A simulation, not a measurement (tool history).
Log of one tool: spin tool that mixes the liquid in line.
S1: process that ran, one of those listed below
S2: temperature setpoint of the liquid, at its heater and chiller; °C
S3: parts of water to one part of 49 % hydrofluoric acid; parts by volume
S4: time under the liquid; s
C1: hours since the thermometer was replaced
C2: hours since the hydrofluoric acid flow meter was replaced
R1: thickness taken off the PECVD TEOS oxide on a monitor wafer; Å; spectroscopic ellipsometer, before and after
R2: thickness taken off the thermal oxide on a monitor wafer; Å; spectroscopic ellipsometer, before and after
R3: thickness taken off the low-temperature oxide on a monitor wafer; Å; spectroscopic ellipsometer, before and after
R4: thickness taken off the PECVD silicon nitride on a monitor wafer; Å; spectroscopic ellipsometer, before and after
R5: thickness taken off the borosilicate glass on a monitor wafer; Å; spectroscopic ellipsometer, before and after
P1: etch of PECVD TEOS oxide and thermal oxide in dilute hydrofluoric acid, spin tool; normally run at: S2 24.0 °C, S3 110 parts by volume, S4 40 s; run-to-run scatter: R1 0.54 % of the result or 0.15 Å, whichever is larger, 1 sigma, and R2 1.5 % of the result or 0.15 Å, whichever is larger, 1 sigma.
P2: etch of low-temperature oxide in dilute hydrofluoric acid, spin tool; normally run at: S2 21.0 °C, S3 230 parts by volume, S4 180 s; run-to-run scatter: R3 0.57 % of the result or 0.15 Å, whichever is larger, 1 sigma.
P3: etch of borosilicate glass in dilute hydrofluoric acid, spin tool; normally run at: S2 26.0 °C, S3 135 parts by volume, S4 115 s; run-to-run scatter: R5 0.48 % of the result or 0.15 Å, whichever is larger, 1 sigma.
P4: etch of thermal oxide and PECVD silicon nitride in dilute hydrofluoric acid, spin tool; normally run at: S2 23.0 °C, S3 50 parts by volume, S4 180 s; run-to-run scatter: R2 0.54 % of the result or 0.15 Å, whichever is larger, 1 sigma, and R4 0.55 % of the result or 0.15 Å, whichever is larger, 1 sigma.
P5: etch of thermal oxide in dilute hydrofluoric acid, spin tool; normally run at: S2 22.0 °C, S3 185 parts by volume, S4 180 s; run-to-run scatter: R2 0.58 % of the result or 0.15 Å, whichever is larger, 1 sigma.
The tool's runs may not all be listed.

run 1 day=0.471 | S1=P1 S2=24.0 S3=110 S4=40 | C1=1830.8 C2=701.6 | R1=102.460 R2=16.5210
run 2 day=1.033 | S1=P2 S2=25.5 S3=230 S4=180 | C1=1844.3 C2=715.1 | R3=257.720
run 3 day=1.488 | S1=P1 S2=24.0 S3=110 S4=80 | C1=1855.2 C2=726.0 | R1=203.270 R2=34.1720
run 4 day=1.808 | S1=P1 S2=24.0 S3=110 S4=40 | C1=1862.9 C2=733.7 | R1=101.160 R2=16.6610
run 5 day=2.254 | S1=P1 S2=17.0 S3=35 S4=40 | C1=1873.6 C2=744.4 | R1=259.590 R2=42.5930
run 6 day=2.571 | S1=P1 S2=24.0 S3=110 S4=15 | C1=1881.2 C2=752.0 | R1=38.265 R2=6.1388
run 7 day=3.275 | S1=P4 S2=23.0 S3=50 S4=180 | C1=1898.1 C2=768.9 | R2=166.2500 R4=117.610
run 8 day=3.667 | S1=P1 S2=24.0 S3=110 S4=40 | C1=1907.5 C2=778.3 | R1=101.730 R2=17.3580
run 9 day=4.008 | S1=P1 S2=17.0 S3=110 S4=40 | C1=1915.7 C2=786.5 | R1=76.494 R2=12.4160
run 10 day=4.458 | S1=P3 S2=19.0 S3=135 S4=115 | C1=1926.5 C2=797.3 | R5=280.610
run 11 day=5.146 | S1=P5 S2=22.0 S3=185 S4=180 | C1=1943.0 C2=813.8 | R2=37.3160
run 12 day=5.821 | S1=P5 S2=26.0 S3=185 S4=180 | C1=1959.2 C2=830.0 | R2=43.4650
run 13 day=6.158 | S1=P3 S2=26.0 S3=135 S4=115 | C1=1967.3 C2=838.1 | R5=370.260
run 14 day=6.546 | S1=P2 S2=21.0 S3=230 S4=30 | C1=1976.6 C2=847.4 | R3=36.304
run 15 day=7.008 | S1=P1 S2=24.0 S3=160 S4=40 | C1=1987.7 C2=858.5 | R1=65.882 R2=10.7580
run 16 day=7.467 | S1=P1 S2=28.5 S3=110 S4=40 | C1=1998.7 C2=869.5 | R1=121.010 R2=20.2490
run 17 day=7.833 | S1=P5 S2=22.0 S3=185 S4=15 | C1=2007.5 C2=878.3 | R2=3.1585
run 18 day=8.283 | S1=P2 S2=21.0 S3=230 S4=180 | C1=2018.3 C2=889.1 | R3=220.700
run 19 day=8.988 | S1=P3 S2=26.0 S3=55 S4=115 | C1=2035.2 C2=906.0 | R5=1001.500
run 20 day=9.538 | S1=P3 S2=26.0 S3=135 S4=115 | C1=2048.4 C2=919.2 | R5=372.320
run 21 day=9.938 | S1=P1 S2=24.0 S3=110 S4=40 | C1=2058.0 C2=928.8 | R1=101.240 R2=16.4090
run 22 day=10.479 | S1=P5 S2=22.0 S3=185 S4=180 | C1=2071.0 C2=941.8 | R2=38.1530
run 23 day=10.929 | S1=P4 S2=23.0 S3=20 S4=180 | C1=2081.8 C2=952.6 | R2=436.0700 R4=292.280
run 24 day=11.283 | S1=P3 S2=26.0 S3=135 S4=25 | C1=2090.3 C2=961.1 | R5=79.478
run 25 day=11.829 | S1=P4 S2=28.5 S3=50 S4=180 | C1=2103.4 C2=974.2 | R2=209.8800 R4=171.110
run 26 day=12.354 | S1=P1 S2=24.0 S3=45 S4=40 | C1=2116.0 C2=986.8 | R1=267.160 R2=42.8200
run 27 day=12.712 | S1=P1 S2=31.5 S3=110 S4=15 | C1=2124.6 C2=995.4 | R1=50.210 R2=8.1490
run 28 day=13.321 | S1=P1 S2=24.0 S3=110 S4=40 | C1=2139.2 C2=1010.0 | R1=100.720 R2=16.6020
run 29 day=13.938 | S1=P1 S2=24.0 S3=150 S4=15 | C1=2154.0 C2=1024.8 | R1=26.543 R2=4.1252
run 30 day=14.350 | S1=P2 S2=21.0 S3=60 S4=180 | C1=2163.9 C2=1034.7 | R3=1008.000
run 31 day=15.050 | S1=P5 S2=22.0 S3=35 S4=180 | C1=2180.7 C2=1051.5 | R2=241.1900
run 32 day=15.533 | S1=P4 S2=23.0 S3=50 S4=60 | C1=2192.3 C2=1063.1 | R2=55.1340 R4=40.086
run 33 day=16.092 | S1=P1 S2=24.0 S3=110 S4=40 | C1=2205.7 C2=1076.5 | R1=101.120 R2=17.0760
run 34 day=16.442 | S1=P1 S2=24.0 S3=110 S4=40 | C1=2214.1 C2=1084.9 | R1=100.050 R2=16.2360
run 35 day=16.954 | S1=P1 S2=24.0 S3=110 S4=40 | C1=2226.4 C2=1097.2 | R1=96.531 R2=15.7200
run 36 day=17.471 | S1=P1 S2=24.0 S3=110 S4=40 | C1=2238.8 C2=1109.6 | R1=95.106 R2=15.6630
run 37 day=18.104 | S1=P1 S2=24.0 S3=110 S4=40 | C1=2254.0 C2=1124.8 | R1=94.984 R2=15.4440
run 38 day=18.458 | S1=P1 S2=24.0 S3=110 S4=40 | C1=2262.5 C2=1133.3 | R1=94.238 R2=15.1800
run 39 day=19.067 | S1=P1 S2=24.0 S3=110 S4=40 | C1=2277.1 C2=1147.9 | R1=94.296 R2=15.6610
run 40 day=19.633 | S1=P1 S2=24.0 S3=110 S4=40 | C1=2290.7 C2=1161.5 | R1=94.608 R2=15.5880
run 41 day=20.179 | S1=P1 S2=24.0 S3=110 S4=40 | C1=2303.8 C2=1174.6 | R1=92.787 R2=15.0440
run 42 day=20.712 | S1=P1 S2=24.0 S3=110 S4=40 | C1=2316.6 C2=1187.4 | R1=93.654 R2=15.4670
run 43 day=21.146 | S1=P1 S2=24.0 S3=110 S4=40 | C1=2327.0 C2=1197.8 | R1=94.591 R2=15.5550

What P1 gives has crept away from where it was. These 2 causes fit the log equally well, each at the size given:
A: liquid colder than its thermometer reads (K) = 2.01
B: hydrofluoric acid flow below the setpoint (%) = 6.78
The creep began at about day 16.092.

4 check runs are offered, one wafer each, their results left as question marks. Which one tells the causes apart?
run check 1 day=21.579 | S1=P5 S2=22.0 S3=65 S4=15 | R2=?
run check 2 day=21.579 | S1=P3 S2=22.5 S3=135 S4=50 | R5=?
run check 3 day=21.579 | S1=P4 S2=23.0 S3=30 S4=110 | R2=? R4=?
run check 4 day=21.579 | S1=P2 S2=24.5 S3=90 S4=180 | R3=?

What each check would give under each cause:
check=check_1 result=R2 if_A=9.4474 if_B=9.5208
check=check_2 result=R5 if_A=129.380 if_B=129.170
check=check_3 result=R2 if_A=159.9400 if_B=161.9300
check=check_3 result=R4 if_A=104.450 if_B=112.150
check=check_4 result=R3 if_A=692.910 if_B=694.370
How far apart the two closest causes lie, in the result that separates them most: check 1 0.77 %; check 2 0.16 %; check 3 7.11 %; check 4 0.21 %
Check 3 tells the causes apart: in the others they would give nearly the same result.

Then check 3 was run and gave: R2 158.6000 Å; R4 104.670 Å. Which cause is it?

It is A: liquid colder than its thermometer reads (K).

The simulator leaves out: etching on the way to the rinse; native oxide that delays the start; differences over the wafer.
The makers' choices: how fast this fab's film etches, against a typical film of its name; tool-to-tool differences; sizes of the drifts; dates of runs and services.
